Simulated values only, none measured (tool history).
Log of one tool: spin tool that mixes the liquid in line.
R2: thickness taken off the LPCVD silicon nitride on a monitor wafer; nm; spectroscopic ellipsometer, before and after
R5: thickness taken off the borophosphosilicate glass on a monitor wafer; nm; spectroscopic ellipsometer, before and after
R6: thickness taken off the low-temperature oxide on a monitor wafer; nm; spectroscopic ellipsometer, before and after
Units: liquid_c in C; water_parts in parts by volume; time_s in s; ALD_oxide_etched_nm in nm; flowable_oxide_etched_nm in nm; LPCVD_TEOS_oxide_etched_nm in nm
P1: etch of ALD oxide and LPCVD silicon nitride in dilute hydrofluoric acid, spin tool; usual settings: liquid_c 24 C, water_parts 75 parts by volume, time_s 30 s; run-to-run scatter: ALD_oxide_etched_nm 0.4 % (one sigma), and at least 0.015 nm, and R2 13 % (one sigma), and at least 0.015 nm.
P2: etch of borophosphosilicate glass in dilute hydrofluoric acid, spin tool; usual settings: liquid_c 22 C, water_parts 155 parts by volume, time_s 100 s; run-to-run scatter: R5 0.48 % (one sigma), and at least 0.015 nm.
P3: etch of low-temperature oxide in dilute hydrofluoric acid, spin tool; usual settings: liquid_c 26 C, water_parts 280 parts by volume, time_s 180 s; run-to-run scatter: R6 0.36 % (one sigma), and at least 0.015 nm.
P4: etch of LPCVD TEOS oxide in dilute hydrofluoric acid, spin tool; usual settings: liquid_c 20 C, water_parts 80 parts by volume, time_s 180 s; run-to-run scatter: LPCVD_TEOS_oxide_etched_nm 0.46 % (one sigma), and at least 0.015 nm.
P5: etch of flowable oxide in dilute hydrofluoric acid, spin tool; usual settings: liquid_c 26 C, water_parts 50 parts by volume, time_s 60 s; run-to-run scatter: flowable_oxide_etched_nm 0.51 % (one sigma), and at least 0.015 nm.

{"run": 1, "day": 0.604, "process": "P1", "liquid_c": 24, "water_parts": 75, "time_s": 30, "ALD_oxide_etched_nm": 10.785, "R2": 0.16398}
{"run": 2, "day": 0.958, "process": "P5", "liquid_c": 26, "water_parts": 85, "time_s": 60, "flowable_oxide_etched_nm": 21.761}
{"run": 3, "day": 1.275, "process": "P1", "liquid_c": 28.5, "water_parts": 75, "time_s": 30, "ALD_oxide_etched_nm": 12.762, "R2": 0.29408}
{"run": 4, "day": 1.908, "process": "P5", "liquid_c": 26, "water_parts": 50, "time_s": 60, "flowable_oxide_etched_nm": 38.986}
{"run": 5, "day": 2.504, "process": "P5", "liquid_c": 26, "water_parts": 50, "time_s": 60, "flowable_oxide_etched_nm": 38.987}
{"run": 6, "day": 3.004, "process": "P5", "liquid_c": 32.5, "water_parts": 50, "time_s": 60, "flowable_oxide_etched_nm": 50.498}
{"run": 7, "day": 3.504, "process": "P4", "liquid_c": 20, "water_parts": 20, "time_s": 180, "LPCVD_TEOS_oxide_etched_nm": 222.27}
{"run": 8, "day": 3.908, "process": "P1", "liquid_c": 24, "water_parts": 75, "time_s": 30, "ALD_oxide_etched_nm": 10.639, "R2": 0.17894}
{"run": 9, "day": 4.479, "process": "P5", "liquid_c": 26, "water_parts": 50, "time_s": 115, "flowable_oxide_etched_nm": 75.84}
{"run": 10, "day": 4.829, "process": "P1", "liquid_c": 24, "water_parts": 75, "time_s": 15, "ALD_oxide_etched_nm": 5.4008, "R2": 0.094874}
{"run": 11, "day": 5.292, "process": "P2", "liquid_c": 22, "water_parts": 275, "time_s": 100, "R5": 20.05}
{"run": 12, "day": 5.804, "process": "P4", "liquid_c": 20, "water_parts": 80, "time_s": 180, "LPCVD_TEOS_oxide_etched_nm": 52}
{"run": 13, "day": 6.362, "process": "P1", "liquid_c": 24, "water_parts": 75, "time_s": 30, "ALD_oxide_etched_nm": 10.766, "R2": 0.16127}
{"run": 14, "day": 6.896, "process": "P2", "liquid_c": 22, "water_parts": 155, "time_s": 100, "R5": 40.3}
{"run": 15, "day": 7.258, "process": "P1", "liquid_c": 24, "water_parts": 130, "time_s": 30, "ALD_oxide_etched_nm": 5.7466, "R2": 0.090268}
{"run": 16, "day": 7.746, "process": "P1", "liquid_c": 24, "water_parts": 50, "time_s": 60, "ALD_oxide_etched_nm": 33.309, "R2": 0.80871}
{"run": 17, "day": 8.329, "process": "P3", "liquid_c": 26, "water_parts": 395, "time_s": 180, "R6": 3.7595}
{"run": 18, "day": 8.971, "process": "P1", "liquid_c": 24, "water_parts": 40, "time_s": 30, "ALD_oxide_etched_nm": 20.942, "R2": 0.31162}
{"run": 19, "day": 9.554, "process": "P1", "liquid_c": 17, "water_parts": 75, "time_s": 30, "ALD_oxide_etched_nm": 8.0371, "R2": 0.13048}
{"run": 20, "day": 9.996, "process": "P4", "liquid_c": 26, "water_parts": 80, "time_s": 180, "LPCVD_TEOS_oxide_etched_nm": 66.285}
{"run": 21, "day": 10.567, "process": "P2", "liquid_c": 17, "water_parts": 155, "time_s": 100, "R5": 32.834}
{"run": 22, "day": 10.875, "process": "P1", "liquid_c": 24, "water_parts": 75, "time_s": 60, "ALD_oxide_etched_nm": 21.504, "R2": 0.37379}
{"run": 23, "day": 11.279, "process": "P1", "liquid_c": 24, "water_parts": 75, "time_s": 30, "ALD_oxide_etched_nm": 10.707, "R2": 0.18703}
{"run": 24, "day": 11.783, "process": "P3", "liquid_c": 26, "water_parts": 280, "time_s": 180, "R6": 5.9284}
{"run": 25, "day": 12.288, "process": "P3", "liquid_c": 33.5, "water_parts": 280, "time_s": 180, "R6": 7.6261}
{"run": 26, "day": 12.958, "process": "P2", "liquid_c": 22, "water_parts": 155, "time_s": 195, "R5": 78.308}
{"run": 27, "day": 13.529, "process": "P3", "liquid_c": 26, "water_parts": 280, "time_s": 365, "R6": 12.053}
{"run": 28, "day": 14.196, "process": "P4", "liquid_c": 20, "water_parts": 80, "time_s": 355, "LPCVD_TEOS_oxide_etched_nm": 102.22}
{"run": 29, "day": 14.5, "process": "P1", "liquid_c": 24, "water_parts": 75, "time_s": 30, "ALD_oxide_etched_nm": 10.728, "R2": 0.16213}
{"run": 30, "day": 14.942, "process": "P4", "liquid_c": 20, "water_parts": 80, "time_s": 180, "LPCVD_TEOS_oxide_etched_nm": 51.773}
{"run": 31, "day": 15.304, "process": "P2", "liquid_c": 22, "water_parts": 155, "time_s": 100, "R5": 40.315}
{"run": 32, "day": 15.725, "process": "P1", "liquid_c": 24, "water_parts": 75, "time_s": 30, "ALD_oxide_etched_nm": 10.763, "R2": 0.20174}
{"run": 33, "day": 16.196, "process": "P1", "liquid_c": 24, "water_parts": 75, "time_s": 30, "ALD_oxide_etched_nm": 11.008, "R2": 0.21899}
{"run": 34, "day": 16.638, "process": "P1", "liquid_c": 24, "water_parts": 75, "time_s": 30, "ALD_oxide_etched_nm": 11.239, "R2": 0.17856}
{"run": 35, "day": 16.946, "process": "P1", "liquid_c": 24, "water_parts": 75, "time_s": 30, "ALD_oxide_etched_nm": 11.322, "R2": 0.20722}
{"run": 36, "day": 17.404, "process": "P1", "liquid_c": 24, "water_parts": 75, "time_s": 30, "ALD_oxide_etched_nm": 11.427, "R2": 0.20351}
{"run": 37, "day": 17.704, "process": "P1", "liquid_c": 24, "water_parts": 75, "time_s": 30, "ALD_oxide_etched_nm": 11.507, "R2": 0.25163}
{"run": 38, "day": 18.188, "process": "P1", "liquid_c": 24, "water_parts": 75, "time_s": 30, "ALD_oxide_etched_nm": 11.536, "R2": 0.19539}
{"run": 39, "day": 18.829, "process": "P1", "liquid_c": 24, "water_parts": 75, "time_s": 30, "ALD_oxide_etched_nm": 11.571, "R2": 0.18636}
{"run": 40, "day": 19.483, "process": "P1", "liquid_c": 24, "water_parts": 75, "time_s": 30, "ALD_oxide_etched_nm": 11.558, "R2": 0.17457}
{"run": 41, "day": 19.783, "process": "P1", "liquid_c": 24, "water_parts": 75, "time_s": 30, "ALD_oxide_etched_nm": 11.596, "R2": 0.15905}
{"run": 42, "day": 20.329, "process": "P1", "liquid_c": 24, "water_parts": 75, "time_s": 30, "ALD_oxide_etched_nm": 11.553, "R2": 0.20386}

What P1 gives has crept away from where it was. These 2 causes fit the log equally well, each at the size given:
A: hydrofluoric acid flow above the setpoint (%) = 7.41
B: liquid hotter than its thermometer reads (K) = 1.96
The creep began at about day 15.725.

4 check runs are offered, one wafer each, their results left as question marks. Which one tells the causes apart?
{"run": "check 1", "day": 20.875, "process": "P4", "liquid_c": 25, "water_parts": 80, "time_s": 335, "LPCVD_TEOS_oxide_etched_nm": "?"}
{"run": "check 2", "day": 20.875, "process": "P3", "liquid_c": 33.5, "water_parts": 280, "time_s": 180, "R6": "?"}
{"run": "check 3", "day": 20.875, "process": "P5", "liquid_c": 31, "water_parts": 50, "time_s": 80, "flowable_oxide_etched_nm": "?"}
{"run": "check 4", "day": 20.875, "process": "P2", "liquid_c": 22, "water_parts": 155, "time_s": 180, "R5": "?"}

What each check would give under each cause:
check=check_1 result=LPCVD_TEOS_oxide_etched_nm if_A=128.1 if_B=127.95
check=check_2 result=R6 if_A=8.3612 if_B=8.078
check=check_3 result=flowable_oxide_etched_nm if_A=68.634 if_B=68.548
check=check_4 result=R5 if_A=78.65 if_B=78.048
How far apart the two closest causes lie, in the result that separates them most: check 1 0.12 %; check 2 3.45 %; check 3 0.12 %; check 4 0.77 %
Only check 2 tells the causes apart: in the others they would give nearly the same result.

Then check 2 was run and gave: R6 8.0762 nm. Which cause is it?

It is B: liquid hotter than its thermometer reads (K).
